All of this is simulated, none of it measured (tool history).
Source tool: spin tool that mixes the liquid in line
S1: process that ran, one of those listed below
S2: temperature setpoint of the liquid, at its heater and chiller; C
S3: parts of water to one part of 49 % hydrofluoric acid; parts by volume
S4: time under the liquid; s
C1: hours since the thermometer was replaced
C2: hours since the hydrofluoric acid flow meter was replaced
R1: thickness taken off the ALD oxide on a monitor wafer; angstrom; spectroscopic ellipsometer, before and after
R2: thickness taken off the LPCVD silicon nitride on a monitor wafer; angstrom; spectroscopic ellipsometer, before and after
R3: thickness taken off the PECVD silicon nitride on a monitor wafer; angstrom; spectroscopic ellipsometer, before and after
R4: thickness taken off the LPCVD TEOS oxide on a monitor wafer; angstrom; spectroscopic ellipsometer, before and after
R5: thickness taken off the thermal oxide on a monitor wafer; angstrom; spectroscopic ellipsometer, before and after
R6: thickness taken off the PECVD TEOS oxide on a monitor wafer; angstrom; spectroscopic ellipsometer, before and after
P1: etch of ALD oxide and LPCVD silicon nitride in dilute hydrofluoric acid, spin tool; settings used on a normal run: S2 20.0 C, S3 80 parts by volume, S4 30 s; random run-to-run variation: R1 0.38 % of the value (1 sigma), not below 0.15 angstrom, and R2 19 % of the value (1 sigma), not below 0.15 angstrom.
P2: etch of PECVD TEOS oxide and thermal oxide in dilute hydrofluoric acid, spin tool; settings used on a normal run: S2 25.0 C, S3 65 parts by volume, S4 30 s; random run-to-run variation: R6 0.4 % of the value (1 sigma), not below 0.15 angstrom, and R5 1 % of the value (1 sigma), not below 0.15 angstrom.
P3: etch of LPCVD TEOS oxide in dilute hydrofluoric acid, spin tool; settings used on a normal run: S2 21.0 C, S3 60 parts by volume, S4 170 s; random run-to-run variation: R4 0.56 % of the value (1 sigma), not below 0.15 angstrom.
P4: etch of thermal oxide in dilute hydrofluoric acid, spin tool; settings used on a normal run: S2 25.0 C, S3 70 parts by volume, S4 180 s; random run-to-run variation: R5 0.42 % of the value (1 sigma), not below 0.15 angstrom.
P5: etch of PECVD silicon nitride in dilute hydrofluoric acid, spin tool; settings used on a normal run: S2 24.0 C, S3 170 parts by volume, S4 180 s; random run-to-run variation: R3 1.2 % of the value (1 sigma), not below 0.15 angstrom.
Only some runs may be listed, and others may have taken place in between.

Run 1, hour 7.9: S1 P1, S2 20.0 C, S3 80 parts by volume, S4 30 s; C1 396.4; C2 361.4. Result: R1 109.800 angstrom, R2 1.38700 angstrom.
Run 2, hour 18.3: S1 P1, S2 20.0 C, S3 125 parts by volume, S4 30 s; C1 406.8; C2 371.8. Result: R1 66.779 angstrom, R2 0.68282 angstrom.
Run 3, hour 33.6: S1 P1, S2 20.0 C, S3 80 parts by volume, S4 30 s; C1 422.1; C2 387.1. Result: R1 109.870 angstrom, R2 1.75450 angstrom.
Run 4, hour 44.1: S1 P5, S2 24.0 C, S3 170 parts by volume, S4 90 s; C1 432.6; C2 397.6. Result: R3 11.622 angstrom.
Run 5, hour 57.6: S1 P1, S2 20.0 C, S3 80 parts by volume, S4 30 s; C1 446.1; C2 411.1. Result: R1 109.900 angstrom, R2 1.39900 angstrom.
Run 6, hour 66.7: S1 P3, S2 27.0 C, S3 60 parts by volume, S4 170 s; C1 455.2; C2 420.2. Result: R4 728.09 angstrom.
Run 7, hour 75.4: S1 P5, S2 24.0 C, S3 170 parts by volume, S4 180 s; C1 463.9; C2 428.9. Result: R3 22.709 angstrom.
Run 8, hour 83.5: S1 P1, S2 20.0 C, S3 80 parts by volume, S4 60 s; C1 472.0; C2 437.0. Result: R1 220.960 angstrom, R2 3.27590 angstrom.
Run 9, hour 96.3: S1 P4, S2 25.0 C, S3 70 parts by volume, S4 180 s; C1 484.8; C2 449.8. Result: R5 125.770 angstrom.
Run 10, hour 103.5: S1 P4, S2 25.0 C, S3 30 parts by volume, S4 180 s; C1 492.0; C2 457.0. Result: R5 308.200 angstrom.
Run 11, hour 111.2: S1 P4, S2 25.0 C, S3 70 parts by volume, S4 80 s; C1 499.7; C2 464.7. Result: R5 55.985 angstrom.
Run 12, hour 124.3: S1 P1, S2 17.0 C, S3 80 parts by volume, S4 30 s; C1 512.8; C2 477.8. Result: R1 97.667 angstrom, R2 1.05830 angstrom.
Run 13, hour 136.8: S1 P1, S2 20.0 C, S3 45 parts by volume, S4 30 s; C1 525.3; C2 490.3. Result: R1 203.200 angstrom, R2 2.12650 angstrom.
Run 14, hour 143.5: S1 P2, S2 17.0 C, S3 65 parts by volume, S4 30 s; C1 532.0; C2 497.0. Result: R5 16.392 angstrom, R6 104.500 angstrom.
Run 15, hour 155.0: S1 P2, S2 25.0 C, S3 65 parts by volume, S4 15 s; C1 543.5; C2 508.5. Result: R5 11.355 angstrom, R6 73.095 angstrom.
Run 16, hour 165.5: S1 P1, S2 20.0 C, S3 50 parts by volume, S4 45 s; C1 554.0; C2 519.0. Result: R1 273.080 angstrom, R2 2.21810 angstrom.
Run 17, hour 172.8: S1 P3, S2 21.0 C, S3 60 parts by volume, S4 170 s; C1 561.3; C2 526.3. Result: R4 564.63 angstrom.
Run 18, hour 186.2: S1 P1, S2 17.0 C, S3 80 parts by volume, S4 15 s; C1 574.7; C2 539.7. Result: R1 48.680 angstrom, R2 0.83470 angstrom.
Run 19, hour 197.2: S1 P5, S2 24.0 C, S3 170 parts by volume, S4 180 s; C1 585.7; C2 550.7. Result: R3 22.895 angstrom.
Run 20, hour 204.7: S1 P3, S2 21.0 C, S3 35 parts by volume, S4 170 s; C1 593.2; C2 558.2. Result: R4 987.95 angstrom.
Run 21, hour 216.4: S1 P3, S2 21.0 C, S3 60 parts by volume, S4 170 s; C1 604.9; C2 569.9. Result: R4 562.37 angstrom.
Run 22, hour 228.9: S1 P1, S2 23.5 C, S3 80 parts by volume, S4 30 s; C1 617.4; C2 582.4. Result: R1 126.420 angstrom, R2 1.40280 angstrom.
Run 23, hour 238.8: S1 P2, S2 25.0 C, S3 35 parts by volume, S4 30 s; C1 627.3; C2 592.3. Result: R5 44.936 angstrom, R6 283.480 angstrom.
Run 24, hour 250.6: S1 P1, S2 20.0 C, S3 80 parts by volume, S4 30 s; C1 639.1; C2 604.1. Result: R1 110.520 angstrom, R2 1.34980 angstrom.
Run 25, hour 258.8: S1 P5, S2 24.0 C, S3 85 parts by volume, S4 180 s; C1 647.3; C2 612.3. Result: R3 45.635 angstrom.
Run 26, hour 273.9: S1 P2, S2 25.0 C, S3 65 parts by volume, S4 30 s; C1 662.4; C2 627.4. Result: R5 22.841 angstrom, R6 144.370 angstrom.
Run 27, hour 283.8: S1 P4, S2 17.5 C, S3 70 parts by volume, S4 180 s; C1 672.3; C2 637.3. Result: R5 92.295 angstrom.
Run 28, hour 297.8: S1 P1, S2 20.0 C, S3 80 parts by volume, S4 15 s; C1 686.3; C2 651.3. Result: R1 55.138 angstrom, R2 0.93693 angstrom.
Run 29, hour 309.7: S1 P5, S2 20.0 C, S3 170 parts by volume, S4 180 s; C1 698.2; C2 663.2. Result: R3 17.415 angstrom.
Run 30, hour 321.4: S1 P3, S2 21.0 C, S3 60 parts by volume, S4 20 s; C1 709.9; C2 674.9. Result: R4 66.71 angstrom.
Run 31, hour 328.4: S1 P1, S2 20.0 C, S3 80 parts by volume, S4 30 s; C1 716.9; C2 681.9. Result: R1 109.940 angstrom, R2 1.22270 angstrom.
Run 32, hour 335.7: S1 P1, S2 20.0 C, S3 80 parts by volume, S4 30 s; C1 724.2; C2 689.2. Result: R1 111.360 angstrom, R2 1.80970 angstrom.
Run 33, hour 344.3: S1 P1, S2 20.0 C, S3 80 parts by volume, S4 30 s; C1 732.8; C2 697.8. Result: R1 113.240 angstrom, R2 2.10850 angstrom.
Run 34, hour 358.2: S1 P1, S2 20.0 C, S3 80 parts by volume, S4 30 s; C1 746.7; C2 711.7. Result: R1 114.380 angstrom, R2 1.41140 angstrom.
Run 35, hour 369.8: S1 P1, S2 20.0 C, S3 80 parts by volume, S4 30 s; C1 758.3; C2 723.3. Result: R1 115.450 angstrom, R2 1.09470 angstrom.
Run 36, hour 378.5: S1 P1, S2 20.0 C, S3 80 parts by volume, S4 30 s; C1 767.0; C2 732.0. Result: R1 116.240 angstrom, R2 1.84260 angstrom.
Run 37, hour 387.2: S1 P1, S2 20.0 C, S3 80 parts by volume, S4 30 s; C1 775.7; C2 740.7. Result: R1 116.860 angstrom, R2 1.39580 angstrom.
Run 38, hour 401.5: S1 P1, S2 20.0 C, S3 80 parts by volume, S4 30 s; C1 790.0; C2 755.0. Result: R1 117.190 angstrom, R2 1.53600 angstrom.
Run 39, hour 416.8: S1 P1, S2 20.0 C, S3 80 parts by volume, S4 30 s; C1 805.3; C2 770.3. Result: R1 117.060 angstrom, R2 1.60550 angstrom.
Run 40, hour 426.3: S1 P1, S2 20.0 C, S3 80 parts by volume, S4 30 s; C1 814.8; C2 779.8. Result: R1 117.590 angstrom, R2 1.88750 angstrom.
Run 41, hour 436.9: S1 P1, S2 20.0 C, S3 80 parts by volume, S4 30 s; C1 825.4; C2 790.4. Result: R1 118.380 angstrom, R2 1.46830 angstrom.
Run 42, hour 447.3: S1 P1, S2 20.0 C, S3 80 parts by volume, S4 30 s; C1 835.8; C2 800.8. Result: R1 117.170 angstrom, R2 2.08780 angstrom.

P1 no longer gives what it gave before; its output has crept away from where it was. The following 2 causes, each at its listed size, fit the log equally well:
A: liquid hotter than its thermometer reads (K) = 1.6
B: hydrofluoric acid flow above the setpoint (%) = 6.25
Onset of the creep was near hour 328.4.

Which of the check runs below tells the causes apart, meaning the causes would give it clearly different results? Each run uses 5 wafers whose results are averaged, and each result is shown as a question mark.
Run check 1, hour 457.7: S1 P3, S2 21.0 C, S3 60 parts by volume, S4 170 s. Result: R4 ?.
Run check 2, hour 457.7: S1 P5, S2 24.0 C, S3 170 parts by volume, S4 180 s. Result: R3 ?.
Run check 3, hour 457.7: S1 P4, S2 25.0 C, S3 70 parts by volume, S4 180 s. Result: R5 ?.
Run check 4, hour 457.7: S1 P2, S2 25.0 C, S3 65 parts by volume, S4 30 s. Result: R5 ?, R6 ?.

How each check would come out, cause by cause:
  check  result     if A     if B
check 1      R4   602.80   601.85
check 2      R3   25.316   24.283
check 3      R5  134.350  134.660
check 4      R5   24.461   24.499
check 4      R6  155.750  155.990
Distance between the nearest two causes, measured in the result of the check that separates them most: check 1 0.16 %; check 2 4.17 %; check 3 0.23 %; check 4 0.15 %
Of the check runs offered, only check 2 discriminates between the causes; the rest would read about the same regardless of which cause applies.

Check 2 has now been run. It gave: R3 25.500 angstrom. Which of the candidate causes is it?

The correct cause is A, namely: liquid hotter than its thermometer reads (K).
